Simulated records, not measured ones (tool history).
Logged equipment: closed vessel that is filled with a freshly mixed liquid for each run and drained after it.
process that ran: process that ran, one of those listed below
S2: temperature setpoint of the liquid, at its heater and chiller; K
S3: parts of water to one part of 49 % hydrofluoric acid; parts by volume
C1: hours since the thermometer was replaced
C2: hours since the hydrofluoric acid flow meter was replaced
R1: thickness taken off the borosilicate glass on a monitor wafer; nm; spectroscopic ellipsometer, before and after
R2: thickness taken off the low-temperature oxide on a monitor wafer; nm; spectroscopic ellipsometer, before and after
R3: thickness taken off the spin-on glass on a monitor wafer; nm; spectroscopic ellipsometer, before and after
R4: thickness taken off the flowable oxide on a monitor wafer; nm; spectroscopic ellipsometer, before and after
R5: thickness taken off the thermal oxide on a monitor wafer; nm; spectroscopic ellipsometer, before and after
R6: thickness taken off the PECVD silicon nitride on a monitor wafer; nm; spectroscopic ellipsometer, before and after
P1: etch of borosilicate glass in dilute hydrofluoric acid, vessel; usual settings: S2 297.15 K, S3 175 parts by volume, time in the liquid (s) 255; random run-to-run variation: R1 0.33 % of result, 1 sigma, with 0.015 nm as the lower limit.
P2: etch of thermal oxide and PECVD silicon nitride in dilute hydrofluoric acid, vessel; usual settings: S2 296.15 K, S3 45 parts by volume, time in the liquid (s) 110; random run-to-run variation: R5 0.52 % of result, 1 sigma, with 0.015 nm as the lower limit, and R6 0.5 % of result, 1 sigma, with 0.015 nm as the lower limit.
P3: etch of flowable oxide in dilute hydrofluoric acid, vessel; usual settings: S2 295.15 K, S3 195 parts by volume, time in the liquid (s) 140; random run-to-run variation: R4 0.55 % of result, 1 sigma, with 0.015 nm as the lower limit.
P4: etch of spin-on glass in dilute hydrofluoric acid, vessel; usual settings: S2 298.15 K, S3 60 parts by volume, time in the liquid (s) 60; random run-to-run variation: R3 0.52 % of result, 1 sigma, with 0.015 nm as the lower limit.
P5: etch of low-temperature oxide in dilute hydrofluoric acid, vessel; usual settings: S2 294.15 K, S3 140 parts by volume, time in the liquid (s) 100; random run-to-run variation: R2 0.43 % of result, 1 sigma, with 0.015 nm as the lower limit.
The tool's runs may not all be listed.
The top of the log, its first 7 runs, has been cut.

run 8 hour=46.9 | process_that_ran=P1 S2=297.15 S3=175 time_in_the_liquid_(s)=500 | C1=543 C2=1380.7 | R1=72.238
run 9 hour=54.1 | process_that_ran=P1 S2=293.65 S3=270 time_in_the_liquid_(s)=255 | C1=550.2 C2=1387.9 | R1=19.096
run 10 hour=61.5 | process_that_ran=P1 S2=302.15 S3=175 time_in_the_liquid_(s)=255 | C1=557.6 C2=1395.3 | R1=44.773
run 11 hour=68.5 | process_that_ran=P3 S2=300.15 S3=195 time_in_the_liquid_(s)=140 | C1=564.6 C2=1402.3 | R4=20.702
run 12 hour=73.3 | process_that_ran=P3 S2=295.15 S3=195 time_in_the_liquid_(s)=140 | C1=569.4 C2=1407.1 | R4=17.396
run 13 hour=78 | process_that_ran=P5 S2=294.15 S3=140 time_in_the_liquid_(s)=185 | C1=574.1 C2=1411.8 | R2=19.419
run 14 hour=85.5 | process_that_ran=P5 S2=294.15 S3=75 time_in_the_liquid_(s)=100 | C1=581.6 C2=1419.3 | R2=21.004
run 15 hour=93.2 | process_that_ran=P5 S2=294.15 S3=140 time_in_the_liquid_(s)=100 | C1=589.3 C2=1427 | R2=10.454
run 16 hour=97.7 | process_that_ran=P4 S2=298.15 S3=60 time_in_the_liquid_(s)=60 | C1=593.8 C2=1431.5 | R3=49.792
run 17 hour=102.5 | process_that_ran=P1 S2=297.15 S3=90 time_in_the_liquid_(s)=255 | C1=598.6 C2=1436.3 | R1=79.403
run 18 hour=109.3 | process_that_ran=P3 S2=295.15 S3=195 time_in_the_liquid_(s)=140 | C1=605.4 C2=1443.1 | R4=17.322
run 19 hour=114.1 | process_that_ran=P4 S2=298.15 S3=60 time_in_the_liquid_(s)=60 | C1=610.2 C2=1447.9 | R3=49.783
run 20 hour=118.1 | process_that_ran=P4 S2=298.15 S3=105 time_in_the_liquid_(s)=60 | C1=614.2 C2=1451.9 | R3=26.678
run 21 hour=127.1 | process_that_ran=P1 S2=297.15 S3=175 time_in_the_liquid_(s)=30 | C1=623.2 C2=1460.9 | R1=4.3346
run 22 hour=135.1 | process_that_ran=P5 S2=294.15 S3=140 time_in_the_liquid_(s)=100 | C1=631.2 C2=1468.9 | R2=10.494
run 23 hour=140 | process_that_ran=P2 S2=290.15 S3=45 time_in_the_liquid_(s)=110 | C1=636.1 C2=1473.8 | R5=9.6165 R6=2.7457
run 24 hour=146.6 | process_that_ran=P1 S2=297.15 S3=175 time_in_the_liquid_(s)=255 | C1=642.7 C2=1480.4 | R1=36.91
run 25 hour=154.7 | process_that_ran=P3 S2=295.15 S3=195 time_in_the_liquid_(s)=55 | C1=650.8 C2=1488.5 | R4=6.7119
run 26 hour=159.5 | process_that_ran=P4 S2=298.15 S3=60 time_in_the_liquid_(s)=30 | C1=655.6 C2=1493.3 | R3=24.644
run 27 hour=164.3 | process_that_ran=P1 S2=297.15 S3=175 time_in_the_liquid_(s)=255 | C1=660.4 C2=1498.1 | R1=36.883
run 28 hour=172.7 | process_that_ran=P1 S2=290.15 S3=175 time_in_the_liquid_(s)=255 | C1=668.8 C2=1506.5 | R1=28.318
run 29 hour=177.5 | process_that_ran=P3 S2=295.15 S3=360 time_in_the_liquid_(s)=140 | C1=673.6 C2=1511.3 | R4=8.014
run 30 hour=186.1 | process_that_ran=P2 S2=296.15 S3=30 time_in_the_liquid_(s)=110 | C1=682.2 C2=1519.9 | R5=18.951 R6=6.1183
run 31 hour=193.3 | process_that_ran=P1 S2=297.15 S3=175 time_in_the_liquid_(s)=255 | C1=689.4 C2=1527.1 | R1=36.908

Run 32, settings as shown, results not yet in. Your forecast:
run 32 hour=197.3 | process_that_ran=P2 S2=296.15 S3=45 time_in_the_liquid_(s)=30 | C1=693.4 C2=1531.1 | R5=? R6=?

{"run 32": {"R5": 3.3561, "R6": 1.1381}}

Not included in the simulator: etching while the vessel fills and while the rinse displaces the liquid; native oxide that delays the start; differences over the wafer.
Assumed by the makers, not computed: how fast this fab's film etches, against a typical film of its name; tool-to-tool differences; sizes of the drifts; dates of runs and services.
